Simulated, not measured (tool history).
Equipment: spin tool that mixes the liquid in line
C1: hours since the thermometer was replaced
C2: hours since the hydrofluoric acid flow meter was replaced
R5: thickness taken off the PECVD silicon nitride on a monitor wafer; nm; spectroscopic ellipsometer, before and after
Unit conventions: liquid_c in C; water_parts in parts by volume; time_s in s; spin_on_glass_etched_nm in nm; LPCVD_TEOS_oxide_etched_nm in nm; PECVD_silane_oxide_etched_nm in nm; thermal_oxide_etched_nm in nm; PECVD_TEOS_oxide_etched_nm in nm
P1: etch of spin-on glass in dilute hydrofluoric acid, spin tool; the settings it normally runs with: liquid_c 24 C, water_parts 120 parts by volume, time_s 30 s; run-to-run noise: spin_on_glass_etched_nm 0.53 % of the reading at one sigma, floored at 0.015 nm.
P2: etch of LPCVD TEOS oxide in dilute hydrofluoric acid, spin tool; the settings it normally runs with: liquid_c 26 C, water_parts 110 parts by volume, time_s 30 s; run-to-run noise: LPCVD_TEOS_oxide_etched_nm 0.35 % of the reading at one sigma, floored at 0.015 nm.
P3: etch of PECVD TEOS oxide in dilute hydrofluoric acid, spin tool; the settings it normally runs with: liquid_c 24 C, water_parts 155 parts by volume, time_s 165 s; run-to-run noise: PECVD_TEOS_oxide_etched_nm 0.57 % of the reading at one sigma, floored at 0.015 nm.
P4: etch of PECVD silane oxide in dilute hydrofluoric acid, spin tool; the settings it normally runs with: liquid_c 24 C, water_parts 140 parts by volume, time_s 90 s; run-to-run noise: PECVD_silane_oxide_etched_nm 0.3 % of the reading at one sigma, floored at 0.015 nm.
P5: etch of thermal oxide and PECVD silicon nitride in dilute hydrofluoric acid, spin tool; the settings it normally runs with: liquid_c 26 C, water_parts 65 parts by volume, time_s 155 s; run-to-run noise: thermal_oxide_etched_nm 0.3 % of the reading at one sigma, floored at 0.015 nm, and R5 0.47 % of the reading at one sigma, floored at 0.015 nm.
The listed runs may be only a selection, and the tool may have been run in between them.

{"run": 1, "hour": 5.4, "process": "P1", "liquid_c": 24, "water_parts": 120, "time_s": 30, "C1": 127.5, "C2": 1020.7, "spin_on_glass_etched_nm": 9.7149}
{"run": 2, "hour": 9.0, "process": "P2", "liquid_c": 26, "water_parts": 110, "time_s": 15, "C1": 131.1, "C2": 1024.3, "LPCVD_TEOS_oxide_etched_nm": 8.3592}
{"run": 3, "hour": 15.4, "process": "P2", "liquid_c": 26, "water_parts": 110, "time_s": 30, "C1": 137.5, "C2": 1030.7, "LPCVD_TEOS_oxide_etched_nm": 16.832}
{"run": 4, "hour": 18.5, "process": "P4", "liquid_c": 24, "water_parts": 140, "time_s": 90, "C1": 140.6, "C2": 1033.8, "PECVD_silane_oxide_etched_nm": 16.85}
{"run": 5, "hour": 23.2, "process": "P5", "liquid_c": 26, "water_parts": 20, "time_s": 155, "C1": 145.3, "C2": 1038.5, "thermal_oxide_etched_nm": 42.108, "R5": 14.649}
{"run": 6, "hour": 29.2, "process": "P3", "liquid_c": 31, "water_parts": 155, "time_s": 165, "C1": 151.3, "C2": 1044.5, "PECVD_TEOS_oxide_etched_nm": 17.414}
{"run": 7, "hour": 32.2, "process": "P2", "liquid_c": 19, "water_parts": 110, "time_s": 30, "C1": 154.3, "C2": 1047.5, "LPCVD_TEOS_oxide_etched_nm": 12.708}
{"run": 8, "hour": 37.8, "process": "P4", "liquid_c": 20, "water_parts": 140, "time_s": 90, "C1": 159.9, "C2": 1053.1, "PECVD_silane_oxide_etched_nm": 14.4}
{"run": 9, "hour": 41.7, "process": "P1", "liquid_c": 24, "water_parts": 120, "time_s": 60, "C1": 163.8, "C2": 1057, "spin_on_glass_etched_nm": 19.493}
{"run": 10, "hour": 47.8, "process": "P1", "liquid_c": 24, "water_parts": 120, "time_s": 30, "C1": 169.9, "C2": 1063.1, "spin_on_glass_etched_nm": 9.8526}
{"run": 11, "hour": 51.5, "process": "P1", "liquid_c": 24, "water_parts": 120, "time_s": 30, "C1": 173.6, "C2": 1066.8, "spin_on_glass_etched_nm": 9.714}
{"run": 12, "hour": 57.2, "process": "P1", "liquid_c": 24, "water_parts": 120, "time_s": 30, "C1": 179.3, "C2": 1072.5, "spin_on_glass_etched_nm": 9.7395}
{"run": 13, "hour": 60.2, "process": "P1", "liquid_c": 24, "water_parts": 120, "time_s": 30, "C1": 182.3, "C2": 1075.5, "spin_on_glass_etched_nm": 9.7333}
{"run": 14, "hour": 66.4, "process": "P1", "liquid_c": 28.5, "water_parts": 120, "time_s": 30, "C1": 188.5, "C2": 1081.7, "spin_on_glass_etched_nm": 11.676}
{"run": 15, "hour": 71.4, "process": "P4", "liquid_c": 24, "water_parts": 235, "time_s": 90, "C1": 193.5, "C2": 1086.7, "PECVD_silane_oxide_etched_nm": 9.0514}
{"run": 16, "hour": 75.9, "process": "P5", "liquid_c": 26, "water_parts": 65, "time_s": 155, "C1": 198, "C2": 1091.2, "thermal_oxide_etched_nm": 12.031, "R5": 4.6604}
{"run": 17, "hour": 80.9, "process": "P3", "liquid_c": 24, "water_parts": 155, "time_s": 165, "C1": 203, "C2": 1096.2, "PECVD_TEOS_oxide_etched_nm": 13.406}
{"run": 18, "hour": 84.8, "process": "P5", "liquid_c": 32.5, "water_parts": 65, "time_s": 155, "C1": 206.9, "C2": 1100.1, "thermal_oxide_etched_nm": 15.591, "R5": 7.0836}
{"run": 19, "hour": 90.0, "process": "P4", "liquid_c": 24, "water_parts": 140, "time_s": 25, "C1": 212.1, "C2": 1105.3, "PECVD_silane_oxide_etched_nm": 4.672}
{"hour": 91.0, "done": "thermometer replaced"}
{"run": 20, "hour": 94.0, "process": "P1", "liquid_c": 24, "water_parts": 190, "time_s": 55, "C1": 3.1, "C2": 1109.3, "spin_on_glass_etched_nm": 10.509}
{"run": 21, "hour": 97.5, "process": "P1", "liquid_c": 24, "water_parts": 55, "time_s": 30, "C1": 6.6, "C2": 1112.8, "spin_on_glass_etched_nm": 22.856}
{"run": 22, "hour": 102.7, "process": "P5", "liquid_c": 26, "water_parts": 65, "time_s": 155, "C1": 11.8, "C2": 1118, "thermal_oxide_etched_nm": 12.057, "R5": 4.6168}
{"run": 23, "hour": 109.4, "process": "P4", "liquid_c": 24, "water_parts": 140, "time_s": 90, "C1": 18.5, "C2": 1124.7, "PECVD_silane_oxide_etched_nm": 16.863}
{"run": 24, "hour": 114.9, "process": "P1", "liquid_c": 24, "water_parts": 205, "time_s": 30, "C1": 24, "C2": 1130.2, "spin_on_glass_etched_nm": 5.2296}
{"run": 25, "hour": 120.7, "process": "P3", "liquid_c": 24, "water_parts": 155, "time_s": 315, "C1": 29.8, "C2": 1136, "PECVD_TEOS_oxide_etched_nm": 25.974}
{"run": 26, "hour": 127.1, "process": "P2", "liquid_c": 26, "water_parts": 55, "time_s": 30, "C1": 36.2, "C2": 1142.4, "LPCVD_TEOS_oxide_etched_nm": 35.941}
{"run": 27, "hour": 131.7, "process": "P1", "liquid_c": 20.5, "water_parts": 120, "time_s": 30, "C1": 40.8, "C2": 1147, "spin_on_glass_etched_nm": 8.4497}
{"run": 28, "hour": 134.6, "process": "P5", "liquid_c": 26, "water_parts": 65, "time_s": 270, "C1": 43.7, "C2": 1149.9, "thermal_oxide_etched_nm": 21.122, "R5": 8.1411}
{"run": 29, "hour": 138.2, "process": "P1", "liquid_c": 24, "water_parts": 120, "time_s": 15, "C1": 47.3, "C2": 1153.5, "spin_on_glass_etched_nm": 4.8792}
{"run": 30, "hour": 141.8, "process": "P1", "liquid_c": 24, "water_parts": 120, "time_s": 30, "C1": 50.9, "C2": 1157.1, "spin_on_glass_etched_nm": 9.7524}
{"run": 31, "hour": 144.7, "process": "P3", "liquid_c": 24, "water_parts": 60, "time_s": 165, "C1": 53.8, "C2": 1160, "PECVD_TEOS_oxide_etched_nm": 39.207}
{"run": 32, "hour": 149.8, "process": "P1", "liquid_c": 24, "water_parts": 120, "time_s": 30, "C1": 58.9, "C2": 1165.1, "spin_on_glass_etched_nm": 9.7692}
{"run": 33, "hour": 156.2, "process": "P1", "liquid_c": 24, "water_parts": 120, "time_s": 30, "C1": 65.3, "C2": 1171.5, "spin_on_glass_etched_nm": 10.038}
{"run": 34, "hour": 162.7, "process": "P1", "liquid_c": 24, "water_parts": 120, "time_s": 30, "C1": 71.8, "C2": 1178, "spin_on_glass_etched_nm": 10.219}
{"run": 35, "hour": 169.4, "process": "P1", "liquid_c": 24, "water_parts": 120, "time_s": 30, "C1": 78.5, "C2": 1184.7, "spin_on_glass_etched_nm": 10.312}
{"run": 36, "hour": 176.0, "process": "P1", "liquid_c": 24, "water_parts": 120, "time_s": 30, "C1": 85.1, "C2": 1191.3, "spin_on_glass_etched_nm": 10.364}
{"run": 37, "hour": 179.2, "process": "P1", "liquid_c": 24, "water_parts": 120, "time_s": 30, "C1": 88.3, "C2": 1194.5, "spin_on_glass_etched_nm": 10.426}
{"run": 38, "hour": 185.4, "process": "P1", "liquid_c": 24, "water_parts": 120, "time_s": 30, "C1": 94.5, "C2": 1200.7, "spin_on_glass_etched_nm": 10.499}
{"run": 39, "hour": 190.4, "process": "P1", "liquid_c": 24, "water_parts": 120, "time_s": 30, "C1": 99.5, "C2": 1205.7, "spin_on_glass_etched_nm": 10.492}
{"run": 40, "hour": 196.3, "process": "P1", "liquid_c": 24, "water_parts": 120, "time_s": 30, "C1": 105.4, "C2": 1211.6, "spin_on_glass_etched_nm": 10.446}
{"run": 41, "hour": 200.8, "process": "P1", "liquid_c": 24, "water_parts": 120, "time_s": 30, "C1": 109.9, "C2": 1216.1, "spin_on_glass_etched_nm": 10.664}

The output of P1 has drifted from where it used to be. Each of the 2 causes below, taken at the size shown beside it, accounts for the log equally well:
A: hydrofluoric acid flow above the setpoint (%) = 6.73
B: liquid hotter than its thermometer reads (K) = 1.92
Creep in the process output first set in at about hour 149.8.

Listed below are the offered check runs, one wafer per run, with question marks in place of results. For which of them would the causes give clearly different outcomes?
{"run": "check 1", "hour": 205.3, "process": "P3", "liquid_c": 30.5, "water_parts": 80, "time_s": 165, "PECVD_TEOS_oxide_etched_nm": "?"}
{"run": "check 2", "hour": 205.3, "process": "P4", "liquid_c": 20.5, "water_parts": 140, "time_s": 40, "PECVD_silane_oxide_etched_nm": "?"}
{"run": "check 3", "hour": 205.3, "process": "P2", "liquid_c": 19, "water_parts": 110, "time_s": 15, "LPCVD_TEOS_oxide_etched_nm": "?"}
{"run": "check 4", "hour": 205.3, "process": "P5", "liquid_c": 29.5, "water_parts": 25, "time_s": 155, "thermal_oxide_etched_nm": "?", "R5": "?"}

Expected result of each check under each candidate cause:
check=check_1 result=PECVD_TEOS_oxide_etched_nm if_A=39.555 if_B=39.547
check=check_2 result=PECVD_silane_oxide_etched_nm if_A=7.0467 if_B=7.0549
check=check_3 result=LPCVD_TEOS_oxide_etched_nm if_A=6.8349 if_B=6.8741
check=check_4 result=thermal_oxide_etched_nm if_A=41.135 if_B=41.516
check=check_4 result=R5 if_A=15.897 if_B=16.919
Distance between the nearest two causes, measured in the result of the check that separates them most: check 1 0.02 %; check 2 0.12 %; check 3 0.57 %; check 4 6.24 %
Check 4 tells the causes apart: in the others they would give nearly the same result.

Check 4 was then run and gave: thermal_oxide_etched_nm 41.39 nm; R5 16.815 nm. Which cause is it?

Of the candidate causes, it is B: liquid hotter than its thermometer reads (K).
